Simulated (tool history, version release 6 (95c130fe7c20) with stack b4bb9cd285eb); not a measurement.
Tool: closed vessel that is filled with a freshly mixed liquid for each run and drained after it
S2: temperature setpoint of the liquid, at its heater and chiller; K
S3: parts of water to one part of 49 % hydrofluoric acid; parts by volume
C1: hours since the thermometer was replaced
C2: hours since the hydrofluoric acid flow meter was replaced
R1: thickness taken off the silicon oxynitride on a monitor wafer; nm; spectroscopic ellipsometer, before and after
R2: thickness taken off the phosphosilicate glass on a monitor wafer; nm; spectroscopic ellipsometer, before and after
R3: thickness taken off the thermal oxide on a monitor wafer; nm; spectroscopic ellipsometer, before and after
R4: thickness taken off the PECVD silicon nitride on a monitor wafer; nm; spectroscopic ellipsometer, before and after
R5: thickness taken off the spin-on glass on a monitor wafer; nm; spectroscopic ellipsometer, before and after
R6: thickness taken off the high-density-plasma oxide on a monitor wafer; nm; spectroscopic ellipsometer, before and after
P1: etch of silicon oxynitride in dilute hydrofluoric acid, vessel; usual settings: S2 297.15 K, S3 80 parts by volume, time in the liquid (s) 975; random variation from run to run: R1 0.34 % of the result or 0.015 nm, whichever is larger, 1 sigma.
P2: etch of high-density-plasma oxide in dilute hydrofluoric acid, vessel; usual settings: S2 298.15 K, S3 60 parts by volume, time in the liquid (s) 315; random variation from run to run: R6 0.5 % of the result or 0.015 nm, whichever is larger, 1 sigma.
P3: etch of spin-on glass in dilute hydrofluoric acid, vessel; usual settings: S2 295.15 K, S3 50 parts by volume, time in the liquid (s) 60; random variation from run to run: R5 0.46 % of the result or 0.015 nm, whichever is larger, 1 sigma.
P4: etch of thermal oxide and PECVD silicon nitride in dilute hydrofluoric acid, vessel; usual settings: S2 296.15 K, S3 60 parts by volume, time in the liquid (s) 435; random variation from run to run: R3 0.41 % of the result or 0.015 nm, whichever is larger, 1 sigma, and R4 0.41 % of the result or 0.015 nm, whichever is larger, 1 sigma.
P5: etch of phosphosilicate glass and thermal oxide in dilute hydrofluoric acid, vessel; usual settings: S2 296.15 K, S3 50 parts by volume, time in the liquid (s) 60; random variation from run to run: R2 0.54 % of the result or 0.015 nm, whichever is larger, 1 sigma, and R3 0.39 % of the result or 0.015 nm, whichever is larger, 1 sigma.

run 1 hour=7.4 | process_that_ran=P1 S2=297.15 S3=80 time_in_the_liquid_(s)=975 | C1=1021.8 C2=272.2 | R1=59.366
run 2 hour=17.3 | process_that_ran=P5 S2=296.15 S3=20 time_in_the_liquid_(s)=60 | C1=1031.7 C2=282.1 | R2=359.88 R3=14.804
run 3 hour=24.2 | process_that_ran=P5 S2=296.15 S3=50 time_in_the_liquid_(s)=60 | C1=1038.6 C2=289 | R2=138.49 R3=5.6991
run 4 hour=34 | process_that_ran=P4 S2=296.15 S3=60 time_in_the_liquid_(s)=760 | C1=1048.4 C2=298.8 | R3=62.485 R4=36.393
run 5 hour=44.2 | process_that_ran=P1 S2=297.15 S3=140 time_in_the_liquid_(s)=575 | C1=1058.6 C2=309 | R1=19.261
run 6 hour=57.6 | process_that_ran=P4 S2=290.15 S3=60 time_in_the_liquid_(s)=435 | C1=1072 C2=322.4 | R3=27.985 R4=13.77
run 7 hour=66.4 | process_that_ran=P1 S2=297.15 S3=80 time_in_the_liquid_(s)=975 | C1=1080.8 C2=331.2 | R1=59.878
run 8 hour=73.3 | process_that_ran=P1 S2=297.15 S3=80 time_in_the_liquid_(s)=1780 | C1=1087.7 C2=338.1 | R1=109.33
run 9 hour=86.5 | process_that_ran=P4 S2=296.15 S3=100 time_in_the_liquid_(s)=435 | C1=1100.9 C2=351.3 | R3=20.397 R4=12.53
run 10 hour=94.2 | process_that_ran=P3 S2=295.15 S3=90 time_in_the_liquid_(s)=60 | C1=1108.6 C2=359 | R5=39.881
run 11 hour=102.6 | process_that_ran=P1 S2=297.15 S3=80 time_in_the_liquid_(s)=240 | C1=1117 C2=367.4 | R1=14.67
-- hour=106 hydrofluoric acid flow meter replaced
run 12 hour=112.2 | process_that_ran=P1 S2=293.15 S3=125 time_in_the_liquid_(s)=975 | C1=1126.6 C2=6.2 | R1=30.421
run 13 hour=120.7 | process_that_ran=P1 S2=297.15 S3=80 time_in_the_liquid_(s)=975 | C1=1135.1 C2=14.7 | R1=59.758
run 14 hour=133 | process_that_ran=P2 S2=298.15 S3=60 time_in_the_liquid_(s)=315 | C1=1147.4 C2=27 | R6=35.843
run 15 hour=140.4 | process_that_ran=P1 S2=297.15 S3=80 time_in_the_liquid_(s)=975 | C1=1154.8 C2=34.4 | R1=59.817
run 16 hour=150.8 | process_that_ran=P2 S2=291.15 S3=60 time_in_the_liquid_(s)=315 | C1=1165.2 C2=44.8 | R6=26.574
run 17 hour=164.2 | process_that_ran=P4 S2=296.15 S3=60 time_in_the_liquid_(s)=435 | C1=1178.6 C2=58.2 | R3=35.769 R4=20.761
run 18 hour=177.6 | process_that_ran=P3 S2=295.15 S3=50 time_in_the_liquid_(s)=100 | C1=1192 C2=71.6 | R5=126.36
run 19 hour=190.8 | process_that_ran=P3 S2=295.15 S3=50 time_in_the_liquid_(s)=60 | C1=1205.2 C2=84.8 | R5=75.178
run 20 hour=204.7 | process_that_ran=P1 S2=301.65 S3=80 time_in_the_liquid_(s)=975 | C1=1219.1 C2=98.7 | R1=73.976
run 21 hour=216.4 | process_that_ran=P1 S2=297.15 S3=120 time_in_the_liquid_(s)=975 | C1=1230.8 C2=110.4 | R1=38.473
run 22 hour=226.7 | process_that_ran=P5 S2=300.65 S3=50 time_in_the_liquid_(s)=60 | C1=1241.1 C2=120.7 | R2=165.65 R3=6.8208
run 23 hour=234.5 | process_that_ran=P3 S2=302.65 S3=50 time_in_the_liquid_(s)=60 | C1=1248.9 C2=128.5 | R5=102.51
run 24 hour=246.4 | process_that_ran=P1 S2=297.15 S3=80 time_in_the_liquid_(s)=975 | C1=1260.8 C2=140.4 | R1=59.482
run 25 hour=255.4 | process_that_ran=P5 S2=296.15 S3=50 time_in_the_liquid_(s)=30 | C1=1269.8 C2=149.4 | R2=68.479 R3=2.8642
run 26 hour=262.7 | process_that_ran=P2 S2=298.15 S3=25 time_in_the_liquid_(s)=315 | C1=1277.1 C2=156.7 | R6=89.171
run 27 hour=276.6 | process_that_ran=P1 S2=297.15 S3=30 time_in_the_liquid_(s)=975 | C1=1291 C2=170.6 | R1=165.57
run 28 hour=289.8 | process_that_ran=P1 S2=290.15 S3=80 time_in_the_liquid_(s)=975 | C1=1304.2 C2=183.8 | R1=42.454
run 29 hour=305.1 | process_that_ran=P2 S2=298.15 S3=60 time_in_the_liquid_(s)=475 | C1=1319.5 C2=199.1 | R6=53.83
run 30 hour=315.4 | process_that_ran=P1 S2=297.15 S3=80 time_in_the_liquid_(s)=975 | C1=1329.8 C2=209.4 | R1=59.56
run 31 hour=325 | process_that_ran=P1 S2=297.15 S3=80 time_in_the_liquid_(s)=975 | C1=1339.4 C2=219 | R1=59.86
run 32 hour=333.8 | process_that_ran=P1 S2=297.15 S3=80 time_in_the_liquid_(s)=975 | C1=1348.2 C2=227.8 | R1=58.764
run 33 hour=348.1 | process_that_ran=P1 S2=297.15 S3=80 time_in_the_liquid_(s)=975 | C1=1362.5 C2=242.1 | R1=57.02
run 34 hour=363.5 | process_that_ran=P1 S2=297.15 S3=80 time_in_the_liquid_(s)=975 | C1=1377.9 C2=257.5 | R1=56.563
run 35 hour=371.1 | process_that_ran=P1 S2=297.15 S3=80 time_in_the_liquid_(s)=975 | C1=1385.5 C2=265.1 | R1=56.526
run 36 hour=382.1 | process_that_ran=P1 S2=297.15 S3=80 time_in_the_liquid_(s)=975 | C1=1396.5 C2=276.1 | R1=56.249
run 37 hour=394.2 | process_that_ran=P1 S2=297.15 S3=80 time_in_the_liquid_(s)=975 | C1=1408.6 C2=288.2 | R1=55.863
run 38 hour=409.7 | process_that_ran=P1 S2=297.15 S3=80 time_in_the_liquid_(s)=975 | C1=1424.1 C2=303.7 | R1=55.683
run 39 hour=418.3 | process_that_ran=P1 S2=297.15 S3=80 time_in_the_liquid_(s)=975 | C1=1432.7 C2=312.3 | R1=55.944
run 40 hour=428.9 | process_that_ran=P1 S2=297.15 S3=80 time_in_the_liquid_(s)=975 | C1=1443.3 C2=322.9 | R1=56.072
run 41 hour=436.5 | process_that_ran=P1 S2=297.15 S3=80 time_in_the_liquid_(s)=975 | C1=1450.9 C2=330.5 | R1=55.738

What P1 gives has crept away from where it was. These 2 causes fit the log equally well, each at the size given:
A: liquid colder than its thermometer reads (K) = 1.44
B: hydrofluoric acid flow below the setpoint (%) = 6.26
The creep began at about hour 325.

4 check runs are offered, one wafer each, their results left as question marks. Which one tells the causes apart?
run check 1 hour=444.1 | process_that_ran=P3 S2=299.15 S3=50 time_in_the_liquid_(s)=85 | R5=?
run check 2 hour=444.1 | process_that_ran=P5 S2=296.15 S3=20 time_in_the_liquid_(s)=30 | R2=? R3=?
run check 3 hour=444.1 | process_that_ran=P2 S2=291.15 S3=60 time_in_the_liquid_(s)=315 | R6=?
run check 4 hour=444.1 | process_that_ran=P4 S2=290.15 S3=60 time_in_the_liquid_(s)=760 | R3=? R4=?

What each check would give under each cause:
check=check_1 result=R5 if_A=118.58 if_B=117.32
check=check_2 result=R2 if_A=168.93 if_B=168.07
check=check_2 result=R3 if_A=6.9501 if_B=6.9149
check=check_3 result=R6 if_A=25.165 if_B=24.986
check=check_4 result=R3 if_A=45.486 if_B=45.19
check=check_4 result=R4 if_A=21.58 if_B=22.455
How far apart the two closest causes lie, in the result that separates them most: check 1 1.06 %; check 2 0.51 %; check 3 0.71 %; check 4 3.98 %
Only check 4 tells the causes apart: in the others they would give nearly the same result.

Check 4 was then run and gave: R3 45.596 nm; R4 21.462 nm. Which cause is it?

It is A: liquid colder than its thermometer reads (K).
